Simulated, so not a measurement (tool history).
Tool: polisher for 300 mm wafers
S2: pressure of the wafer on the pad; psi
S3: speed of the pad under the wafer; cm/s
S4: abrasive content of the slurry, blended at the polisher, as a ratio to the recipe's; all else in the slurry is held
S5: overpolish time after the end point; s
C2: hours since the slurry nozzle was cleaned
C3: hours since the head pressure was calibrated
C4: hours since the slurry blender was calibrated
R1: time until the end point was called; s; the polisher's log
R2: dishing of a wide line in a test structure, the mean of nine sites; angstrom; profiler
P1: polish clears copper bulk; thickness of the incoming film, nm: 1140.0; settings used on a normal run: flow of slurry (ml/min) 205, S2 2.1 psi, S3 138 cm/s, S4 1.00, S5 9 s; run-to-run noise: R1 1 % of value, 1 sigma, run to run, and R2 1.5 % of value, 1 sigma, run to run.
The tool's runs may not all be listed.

Run 1, day 0.304: flow of slurry (ml/min) 205, S2 2.1 psi, S3 138 cm/s, S4 1.00, S5 9 s; wafers polished on this pad 563; C2 48.2; C3 244.3; C4 103.9. Result: R1 115.780 s, R2 502.61 angstrom.
Run 2, day 0.679: flow of slurry (ml/min) 205, S2 2.1 psi, S3 138 cm/s, S4 0.70, S5 6 s; wafers polished on this pad 643; C2 57.2; C3 253.3; C4 112.9. Result: R1 124.760 s, R2 355.61 angstrom.
Run 3, day 1.054: flow of slurry (ml/min) 125, S2 2.1 psi, S3 138 cm/s, S4 1.00, S5 9 s; wafers polished on this pad 724; C2 66.2; C3 262.3; C4 121.9. Result: R1 125.080 s, R2 482.73 angstrom.
Run 4, day 1.721: flow of slurry (ml/min) 205, S2 1.4 psi, S3 138 cm/s, S4 1.00, S5 9 s; wafers polished on this pad 867; C2 82.2; C3 278.3; C4 137.9. Result: R1 174.070 s, R2 355.01 angstrom.
Run 5, day 2.154: flow of slurry (ml/min) 205, S2 2.1 psi, S3 138 cm/s, S4 1.45, S5 9 s; wafers polished on this pad 960; C2 92.6; C3 288.7; C4 148.3. Result: R1 102.760 s, R2 542.60 angstrom.
Run 6, day 2.483: flow of slurry (ml/min) 205, S2 2.1 psi, S3 138 cm/s, S4 1.00, S5 9 s; wafers polished on this pad 1031; C2 100.5; C3 296.6; C4 156.2. Result: R1 113.720 s, R2 514.46 angstrom.
At day 2.912: slurry blender recalibrated.
Run 7, day 3.079: flow of slurry (ml/min) 205, S2 2.1 psi, S3 72 cm/s, S4 1.00, S5 9 s; wafers polished on this pad 1159; C2 114.8; C3 310.9; C4 4.0. Result: R1 220.180 s, R2 309.78 angstrom.
Run 8, day 3.575: flow of slurry (ml/min) 205, S2 1.2 psi, S3 138 cm/s, S4 1.00, S5 6 s; wafers polished on this pad 1265; C2 126.7; C3 322.8; C4 15.9. Result: R1 200.360 s, R2 234.86 angstrom.
Run 9, day 4.058: flow of slurry (ml/min) 205, S2 2.1 psi, S3 138 cm/s, S4 1.00, S5 16 s; wafers polished on this pad 1369; C2 138.3; C3 334.4; C4 27.5. Result: R1 115.920 s, R2 722.05 angstrom.
Run 10, day 4.488: flow of slurry (ml/min) 205, S2 2.1 psi, S3 138 cm/s, S4 1.00, S5 9 s; wafers polished on this pad 1462; C2 148.6; C3 344.7; C4 37.8. Result: R1 116.210 s, R2 501.94 angstrom.
Run 11, day 5.175: flow of slurry (ml/min) 205, S2 2.1 psi, S3 138 cm/s, S4 1.00, S5 3 s; wafers polished on this pad 1609; C2 165.1; C3 361.2; C4 54.3. Result: R1 116.240 s, R2 212.24 angstrom.
Run 12, day 5.875: flow of slurry (ml/min) 205, S2 2.1 psi, S3 192 cm/s, S4 1.00, S5 9 s; wafers polished on this pad 1760; C2 181.9; C3 378.0; C4 71.1. Result: R1 82.859 s, R2 612.10 angstrom.
Run 13, day 6.300: flow of slurry (ml/min) 310, S2 2.1 psi, S3 138 cm/s, S4 1.00, S5 9 s; wafers polished on this pad 1851; C2 192.1; C3 388.2; C4 81.3. Result: R1 110.560 s, R2 521.10 angstrom.
Run 14, day 6.700: flow of slurry (ml/min) 205, S2 2.1 psi, S3 180 cm/s, S4 1.00, S5 14 s; wafers polished on this pad 1937; C2 201.7; C3 397.8; C4 90.9. Result: R1 87.515 s, R2 752.31 angstrom.
Run 15, day 7.329: flow of slurry (ml/min) 205, S2 2.8 psi, S3 138 cm/s, S4 1.00, S5 9 s; wafers polished on this pad 2072; C2 216.8; C3 412.9; C4 106.0. Result: R1 87.888 s, R2 631.55 angstrom.
Run 16, day 7.729: flow of slurry (ml/min) 205, S2 2.1 psi, S3 138 cm/s, S4 1.00, S5 9 s; wafers polished on this pad 2158; C2 226.4; C3 422.5; C4 115.6. Result: R1 115.080 s, R2 518.41 angstrom.
Run 17, day 8.217: flow of slurry (ml/min) 205, S2 2.1 psi, S3 138 cm/s, S4 0.60, S5 9 s; wafers polished on this pad 2263; C2 238.1; C3 434.2; C4 127.3. Result: R1 127.530 s, R2 478.20 angstrom.
Run 18, day 8.596: flow of slurry (ml/min) 205, S2 2.1 psi, S3 138 cm/s, S4 1.00, S5 9 s; wafers polished on this pad 2344; C2 247.2; C3 443.3; C4 136.4. Result: R1 114.390 s, R2 512.28 angstrom.
Run 19, day 9.008: flow of slurry (ml/min) 205, S2 2.1 psi, S3 138 cm/s, S4 1.00, S5 9 s; wafers polished on this pad 2433; C2 257.1; C3 453.2; C4 146.3. Result: R1 116.200 s, R2 496.12 angstrom.
Run 20, day 9.567: flow of slurry (ml/min) 205, S2 2.1 psi, S3 138 cm/s, S4 1.00, S5 9 s; wafers polished on this pad 2553; C2 270.5; C3 466.6; C4 159.7. Result: R1 115.850 s, R2 502.19 angstrom.
Run 21, day 10.129: flow of slurry (ml/min) 205, S2 2.1 psi, S3 138 cm/s, S4 1.00, S5 9 s; wafers polished on this pad 2674; C2 284.0; C3 480.1; C4 173.2. Result: R1 119.800 s, R2 480.47 angstrom.
At day 10.325: worn pad replaced by a new one.
At day 10.496: head pressure recalibrated.
Run 22, day 10.542: flow of slurry (ml/min) 205, S2 2.1 psi, S3 138 cm/s, S4 1.00, S5 9 s; wafers polished on this pad 47; C2 293.9; C3 1.1; C4 183.1. Result: R1 122.420 s, R2 484.45 angstrom.
Run 23, day 10.892: flow of slurry (ml/min) 205, S2 2.1 psi, S3 138 cm/s, S4 1.00, S5 9 s; wafers polished on this pad 122; C2 302.3; C3 9.5; C4 191.5. Result: R1 123.870 s, R2 486.86 angstrom.
Run 24, day 11.529: flow of slurry (ml/min) 205, S2 2.1 psi, S3 138 cm/s, S4 1.00, S5 9 s; wafers polished on this pad 259; C2 317.6; C3 24.8; C4 206.8. Result: R1 123.820 s, R2 487.55 angstrom.
Run 25, day 11.950: flow of slurry (ml/min) 205, S2 2.1 psi, S3 138 cm/s, S4 1.00, S5 9 s; wafers polished on this pad 349; C2 327.7; C3 34.9; C4 216.9. Result: R1 123.190 s, R2 479.23 angstrom.

P1 no longer gives what it gave before; its output has crept away from where it was. The following 2 causes, each at its listed size, fit the log equally well:
A: slurry flow missing at the pad, % = 34.5
B: abrasive missing from the slurry, % = 27
Creep in the process output first set in at about day 9.008.
Each remaining cause and why it is not a fit:
removal rate lost through wear of the pad, %: serviced after onset, at day 10.325, with no recovery of the prior output
head's pressure below its setpoint, %: serviced after onset, at day 10.496, with no recovery of the prior output

Which of the 4 check runs listed below, each an average over 5 wafers with its results shown as question marks, gives clearly different results under the different listed causes?
Run check 1, day 12.371: flow of slurry (ml/min) 205, S2 2.1 psi, S3 138 cm/s, S4 1.00, S5 13 s. Result: R1 ?, R2 ?.
Run check 2, day 12.371: flow of slurry (ml/min) 125, S2 2.1 psi, S3 138 cm/s, S4 1.00, S5 9 s. Result: R1 ?, R2 ?.
Run check 3, day 12.371: flow of slurry (ml/min) 205, S2 1.6 psi, S3 138 cm/s, S4 1.00, S5 9 s. Result: R1 ?, R2 ?.
Run check 4, day 12.371: flow of slurry (ml/min) 205, S2 2.5 psi, S3 138 cm/s, S4 1.00, S5 9 s. Result: R1 ?, R2 ?.

What every check run would give for each of its results, assuming each possible cause in turn:
  check  result     if A     if B
check 1      R1  122.510  122.490
check 1      R2   612.83   612.88
check 2      R1  137.840  132.740
check 2      R2   446.51   458.71
check 3      R1  160.800  160.770
check 3      R2   385.17   385.21
check 4      R1  102.910  102.900
check 4      R2   560.06   560.12
Distance between the nearest two causes, measured in the result of the check that separates them most: check 1 0.01 %; check 2 3.77 %; check 3 0.01 %; check 4 0.01 %
The causes can be told apart only by check 2. The other checks would give nearly the same results under each of them.

With check 2 done, the readings were: R1 138.200 s; R2 448.24 angstrom. Identify which of the listed causes applies.

It is A: slurry flow missing at the pad, %.
